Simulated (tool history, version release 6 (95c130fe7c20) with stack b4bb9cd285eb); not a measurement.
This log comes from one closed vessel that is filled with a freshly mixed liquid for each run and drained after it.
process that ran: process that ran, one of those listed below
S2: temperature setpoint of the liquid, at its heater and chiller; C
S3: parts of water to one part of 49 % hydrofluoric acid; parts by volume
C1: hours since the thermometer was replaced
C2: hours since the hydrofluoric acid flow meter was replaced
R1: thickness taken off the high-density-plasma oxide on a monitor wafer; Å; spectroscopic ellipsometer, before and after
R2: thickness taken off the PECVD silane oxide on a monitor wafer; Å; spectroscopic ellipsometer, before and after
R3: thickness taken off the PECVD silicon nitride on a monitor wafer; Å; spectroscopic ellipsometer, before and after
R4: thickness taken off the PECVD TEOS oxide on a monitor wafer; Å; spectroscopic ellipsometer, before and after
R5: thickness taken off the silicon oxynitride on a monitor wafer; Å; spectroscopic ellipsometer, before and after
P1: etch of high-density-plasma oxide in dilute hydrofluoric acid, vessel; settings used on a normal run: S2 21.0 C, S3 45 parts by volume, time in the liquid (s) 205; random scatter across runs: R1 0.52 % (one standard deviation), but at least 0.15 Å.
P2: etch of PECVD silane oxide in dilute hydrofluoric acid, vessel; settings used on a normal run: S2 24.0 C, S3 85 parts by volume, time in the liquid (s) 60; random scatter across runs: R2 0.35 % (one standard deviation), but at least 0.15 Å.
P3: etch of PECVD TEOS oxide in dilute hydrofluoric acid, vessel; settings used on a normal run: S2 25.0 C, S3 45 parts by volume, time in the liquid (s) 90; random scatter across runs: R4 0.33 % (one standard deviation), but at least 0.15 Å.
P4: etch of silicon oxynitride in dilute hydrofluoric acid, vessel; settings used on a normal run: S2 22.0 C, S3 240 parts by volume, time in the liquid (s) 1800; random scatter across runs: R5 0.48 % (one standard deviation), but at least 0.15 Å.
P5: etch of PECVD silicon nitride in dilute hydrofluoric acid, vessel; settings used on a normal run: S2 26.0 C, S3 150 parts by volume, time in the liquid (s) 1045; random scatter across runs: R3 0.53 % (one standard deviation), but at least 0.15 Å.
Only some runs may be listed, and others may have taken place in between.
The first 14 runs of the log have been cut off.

Run 15, day 8.562: process that ran P2, S2 24.0 C, S3 85 parts by volume, time in the liquid (s) 60; C1 1081.8; C2 517.8. Result: R2 229.07 Å.
Run 16, day 9.350: process that ran P3, S2 25.0 C, S3 20 parts by volume, time in the liquid (s) 90; C1 1100.7; C2 536.7. Result: R4 955.26 Å.
Run 17, day 9.750: process that ran P5, S2 26.0 C, S3 150 parts by volume, time in the liquid (s) 1750; C1 1110.3; C2 546.3. Result: R3 643.32 Å.
Run 18, day 10.183: process that ran P1, S2 21.0 C, S3 45 parts by volume, time in the liquid (s) 205; C1 1120.7; C2 556.7. Result: R1 223.840 Å.
Run 19, day 10.875: process that ran P5, S2 22.5 C, S3 150 parts by volume, time in the liquid (s) 1045; C1 1137.3; C2 573.3. Result: R3 305.25 Å.
Run 20, day 11.392: process that ran P1, S2 21.0 C, S3 45 parts by volume, time in the liquid (s) 335; C1 1149.7; C2 585.7. Result: R1 365.670 Å.
Run 21, day 11.983: process that ran P1, S2 21.0 C, S3 70 parts by volume, time in the liquid (s) 205; C1 1163.9; C2 599.9. Result: R1 138.410 Å.
Run 22, day 12.675: process that ran P1, S2 21.0 C, S3 45 parts by volume, time in the liquid (s) 205; C1 1180.5; C2 616.5. Result: R1 222.130 Å.
Run 23, day 13.388: process that ran P1, S2 28.0 C, S3 45 parts by volume, time in the liquid (s) 350; C1 1197.6; C2 633.6. Result: R1 510.820 Å.
Run 24, day 13.771: process that ran P1, S2 21.0 C, S3 45 parts by volume, time in the liquid (s) 205; C1 1206.8; C2 642.8. Result: R1 223.570 Å.
Run 25, day 14.421: process that ran P4, S2 22.0 C, S3 240 parts by volume, time in the liquid (s) 980; C1 1222.4; C2 658.4. Result: R5 78.727 Å.
Run 26, day 14.908: process that ran P1, S2 21.0 C, S3 45 parts by volume, time in the liquid (s) 30; C1 1234.1; C2 670.1. Result: R1 32.737 Å.
Run 27, day 15.588: process that ran P1, S2 21.0 C, S3 45 parts by volume, time in the liquid (s) 205; C1 1250.4; C2 686.4. Result: R1 223.020 Å.
Run 28, day 16.371: process that ran P1, S2 21.0 C, S3 20 parts by volume, time in the liquid (s) 205; C1 1269.2; C2 705.2. Result: R1 521.770 Å.
Run 29, day 17.146: process that ran P4, S2 22.0 C, S3 50 parts by volume, time in the liquid (s) 1800; C1 1287.8; C2 723.8. Result: R5 800.970 Å.
Run 30, day 17.529: process that ran P4, S2 29.0 C, S3 240 parts by volume, time in the liquid (s) 1800; C1 1297.0; C2 733.0. Result: R5 195.500 Å.
Run 31, day 18.096: process that ran P3, S2 25.0 C, S3 45 parts by volume, time in the liquid (s) 90; C1 1310.6; C2 746.6. Result: R4 413.33 Å.
Run 32, day 18.808: process that ran P1, S2 21.0 C, S3 45 parts by volume, time in the liquid (s) 205; C1 1327.7; C2 763.7. Result: R1 221.910 Å.
Run 33, day 19.171: process that ran P1, S2 21.0 C, S3 45 parts by volume, time in the liquid (s) 205; C1 1336.4; C2 772.4. Result: R1 227.240 Å.
Run 34, day 19.825: process that ran P1, S2 21.0 C, S3 45 parts by volume, time in the liquid (s) 205; C1 1352.1; C2 788.1. Result: R1 229.610 Å.
Run 35, day 20.175: process that ran P1, S2 21.0 C, S3 45 parts by volume, time in the liquid (s) 205; C1 1360.5; C2 796.5. Result: R1 230.560 Å.
Run 36, day 20.896: process that ran P1, S2 21.0 C, S3 45 parts by volume, time in the liquid (s) 205; C1 1377.8; C2 813.8. Result: R1 231.510 Å.
Run 37, day 21.371: process that ran P1, S2 21.0 C, S3 45 parts by volume, time in the liquid (s) 205; C1 1389.2; C2 825.2. Result: R1 236.320 Å.
Run 38, day 21.783: process that ran P1, S2 21.0 C, S3 45 parts by volume, time in the liquid (s) 205; C1 1399.1; C2 835.1. Result: R1 235.130 Å.

Predict the results of run 39:
Run 39, day 22.467: process that ran P1, S2 21.0 C, S3 45 parts by volume, time in the liquid (s) 205; C1 1415.5; C2 851.5. Result: R1 ?.

Run 39 measured R1 235.780 Å.
